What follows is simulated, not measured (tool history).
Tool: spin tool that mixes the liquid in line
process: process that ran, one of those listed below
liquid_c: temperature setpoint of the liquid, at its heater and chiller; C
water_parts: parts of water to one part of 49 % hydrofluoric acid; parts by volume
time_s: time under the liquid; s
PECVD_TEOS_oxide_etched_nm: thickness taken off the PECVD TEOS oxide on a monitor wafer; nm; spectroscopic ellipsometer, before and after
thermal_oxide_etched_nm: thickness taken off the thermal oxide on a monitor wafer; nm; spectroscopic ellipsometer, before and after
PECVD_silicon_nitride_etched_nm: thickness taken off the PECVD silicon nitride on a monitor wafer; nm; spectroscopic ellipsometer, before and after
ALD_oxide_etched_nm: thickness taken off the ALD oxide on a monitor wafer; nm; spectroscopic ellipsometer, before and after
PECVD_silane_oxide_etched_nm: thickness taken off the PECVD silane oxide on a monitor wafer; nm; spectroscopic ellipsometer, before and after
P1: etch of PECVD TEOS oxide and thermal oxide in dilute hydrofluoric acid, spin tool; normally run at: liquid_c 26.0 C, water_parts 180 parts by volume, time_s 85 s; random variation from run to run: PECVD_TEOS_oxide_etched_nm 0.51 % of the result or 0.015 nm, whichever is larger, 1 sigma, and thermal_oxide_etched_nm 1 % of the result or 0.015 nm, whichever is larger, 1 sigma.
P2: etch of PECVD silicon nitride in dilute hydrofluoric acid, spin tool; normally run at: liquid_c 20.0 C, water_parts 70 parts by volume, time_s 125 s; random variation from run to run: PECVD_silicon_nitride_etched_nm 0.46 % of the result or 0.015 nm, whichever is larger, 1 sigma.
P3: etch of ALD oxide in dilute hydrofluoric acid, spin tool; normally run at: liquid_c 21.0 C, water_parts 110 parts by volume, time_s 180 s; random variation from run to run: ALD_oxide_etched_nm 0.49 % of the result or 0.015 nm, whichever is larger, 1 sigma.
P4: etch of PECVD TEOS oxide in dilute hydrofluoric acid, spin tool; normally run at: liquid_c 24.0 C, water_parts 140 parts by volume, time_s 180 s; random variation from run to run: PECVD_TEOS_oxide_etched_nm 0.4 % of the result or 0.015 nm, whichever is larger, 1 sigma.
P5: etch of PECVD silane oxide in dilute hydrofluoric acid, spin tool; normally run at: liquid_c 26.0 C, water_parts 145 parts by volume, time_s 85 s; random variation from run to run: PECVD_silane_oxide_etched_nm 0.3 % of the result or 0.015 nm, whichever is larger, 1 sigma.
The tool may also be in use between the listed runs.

| run | hour | process | liquid_c | water_parts | time_s | hours since the thermometer was replaced | hours since the hydrofluoric acid flow meter was replaced | PECVD_TEOS_oxide_etched_nm | thermal_oxide_etched_nm | PECVD_silicon_nitride_etched_nm | ALD_oxide_etched_nm | PECVD_silane_oxide_etched_nm |
|---|---|---|---|---|---|---|---|---|---|---|---|---|
| 1 | 10.1 | P1 | 26.0 | 180 | 85 | 1284.2 | 509.8 | 13.4250 | 2.07180 |  |  |  |
| 2 | 14.7 | P2 | 24.5 | 70 | 125 | 1288.8 | 514.4 |  |  | 7.2115 |  |  |
| 3 | 24.0 | P3 | 21.0 | 200 | 180 | 1298.1 | 523.7 |  |  |  | 22.859 |  |
| 4 | 30.3 | P2 | 20.0 | 70 | 125 | 1304.4 | 530.0 |  |  | 5.3332 |  |  |
| 5 | 37.6 | P2 | 20.0 | 70 | 200 | 1311.7 | 537.3 |  |  | 8.4356 |  |  |
| 6 | 44.1 | P1 | 31.0 | 180 | 140 | 1318.2 | 543.8 | 26.2880 | 4.05390 |  |  |  |
| 7 | 50.7 | P1 | 26.0 | 180 | 85 | 1324.8 | 550.4 | 13.4050 | 2.08640 |  |  |  |
| 8 | 57.3 | P5 | 26.0 | 60 | 85 | 1331.4 | 557.0 |  |  |  |  | 34.2680 |
| 9 | 66.1 | P1 | 26.0 | 180 | 165 | 1340.2 | 565.8 | 25.7410 | 4.01230 |  |  |  |
| 10 | 75.0 | P1 | 26.0 | 180 | 85 | 1349.1 | 574.7 | 13.3640 | 2.06410 |  |  |  |
| 11 | 84.7 | P1 | 20.5 | 300 | 85 | 1358.8 | 584.4 | 5.7866 | 0.91856 |  |  |  |
| 12 | 93.4 | P3 | 21.0 | 110 | 180 | 1367.5 | 593.1 |  |  |  | 45.778 |  |
| 13 | 101.4 | P5 | 34.0 | 145 | 85 | 1375.5 | 601.1 |  |  |  |  | 16.9810 |
| 14 | 109.0 | P1 | 26.0 | 325 | 85 | 1383.1 | 608.7 | 6.2986 | 0.94854 |  |  |  |
| 15 | 114.7 | P5 | 26.0 | 145 | 85 | 1388.8 | 614.4 |  |  |  |  | 12.6390 |
| 16 | 121.5 | P1 | 32.0 | 180 | 85 | 1395.6 | 621.2 | 16.6330 | 2.58610 |  |  |  |
| 17 | 128.6 | P3 | 28.5 | 110 | 180 | 1402.7 | 628.3 |  |  |  | 61.321 |  |
| 18 | 135.9 | P1 | 26.0 | 180 | 40 | 1410.0 | 635.6 | 6.2316 | 0.96971 |  |  |  |
| 19 | 142.7 | P4 | 24.0 | 240 | 180 | 1416.8 | 642.4 | 8.6649 |  |  |  |  |
| 20 | 150.8 | P4 | 24.0 | 140 | 15 | 1424.9 | 650.5 | 1.4056 |  |  |  |  |
| 21 | 161.2 | P1 | 17.5 | 180 | 85 | 1435.3 | 660.9 | 9.6718 | 1.48930 |  |  |  |
| 22 | 167.1 | P1 | 26.0 | 50 | 85 | 1441.2 | 666.8 | 56.2190 | 8.56420 |  |  |  |
| 23 | 174.3 | P2 | 20.0 | 70 | 125 | 1448.4 | 674.0 |  |  | 5.2874 |  |  |
| 24 | 179.2 | P4 | 24.0 | 140 | 180 | 1453.3 | 678.9 | 16.6890 |  |  |  |  |
|  | 181.6 | hydrofluoric acid flow meter replaced |
|  | 183.2 | thermometer replaced |
| 25 | 185.6 | P4 | 20.0 | 140 | 180 | 2.4 | 4.1 | 14.2720 |  |  |  |  |
| 26 | 192.8 | P1 | 26.0 | 180 | 85 | 9.6 | 11.3 | 13.3970 | 2.09940 |  |  |  |
| 27 | 200.8 | P5 | 26.0 | 145 | 40 | 17.6 | 19.3 |  |  |  |  | 5.9989 |
| 28 | 208.6 | P3 | 21.0 | 110 | 85 | 25.4 | 27.1 |  |  |  | 21.634 |  |
| 29 | 216.3 | P4 | 24.0 | 140 | 180 | 33.1 | 34.8 | 16.6480 |  |  |  |  |
| 30 | 225.9 | P5 | 26.0 | 145 | 85 | 42.7 | 44.4 |  |  |  |  | 12.6260 |
| 31 | 235.5 | P2 | 20.0 | 35 | 125 | 52.3 | 54.0 |  |  | 10.3480 |  |  |
| 32 | 243.6 | P1 | 26.0 | 180 | 85 | 60.4 | 62.1 | 13.3780 | 2.02580 |  |  |  |
| 33 | 253.8 | P1 | 26.0 | 180 | 85 | 70.6 | 72.3 | 12.8880 | 2.01240 |  |  |  |
| 34 | 261.4 | P1 | 26.0 | 180 | 85 | 78.2 | 79.9 | 12.8690 | 1.95900 |  |  |  |
| 35 | 271.1 | P1 | 26.0 | 180 | 85 | 87.9 | 89.6 | 12.6370 | 1.92510 |  |  |  |
| 36 | 276.4 | P1 | 26.0 | 180 | 85 | 93.2 | 94.9 | 12.7430 | 1.94580 |  |  |  |
| 37 | 283.6 | P1 | 26.0 | 180 | 85 | 100.4 | 102.1 | 12.7040 | 1.95110 |  |  |  |
| 38 | 292.0 | P1 | 26.0 | 180 | 85 | 108.8 | 110.5 | 12.5970 | 1.93270 |  |  |  |

What P1 gives has crept away from where it was. These 2 causes fit the log equally well, each at the size given:
A: hydrofluoric acid flow below the setpoint (%) = 4.37
B: liquid colder than its thermometer reads (K) = 1.47
The creep began at about hour 243.6.

4 check runs are offered, one wafer each, their results left as question marks. Which one tells the causes apart?
| check 1 | 300.4 | P5 | 26.0 | 145 | 85 |  |  |  |  |  |  | ? |
| check 2 | 300.4 | P3 | 21.0 | 110 | 180 |  |  |  |  |  | ? |  |
| check 3 | 300.4 | P4 | 24.0 | 140 | 180 |  |  | ? |  |  |  |  |
| check 4 | 300.4 | P2 | 20.0 | 70 | 125 |  |  |  |  | ? |  |  |

What each check would give under each cause:
| check | result | if A | if B |
|---|---|---|---|
| check 1 | PECVD_silane_oxide_etched_nm | 12.0150 | 11.9790 |
| check 2 | ALD_oxide_etched_nm | 43.705 | 43.293 |
| check 3 | PECVD_TEOS_oxide_etched_nm | 15.8000 | 15.7220 |
| check 4 | PECVD_silicon_nitride_etched_nm | 5.0723 | 4.7853 |
How far apart the two closest causes lie, in the result that separates them most: check 1 0.3 %; check 2 0.95 %; check 3 0.49 %; check 4 5.83 %
Only check 4 tells the causes apart: in the others they would give nearly the same result.

Check 4 was then run and gave: PECVD_silicon_nitride_etched_nm 5.0689 nm. Which cause is it?

It is A: hydrofluoric acid flow below the setpoint (%).
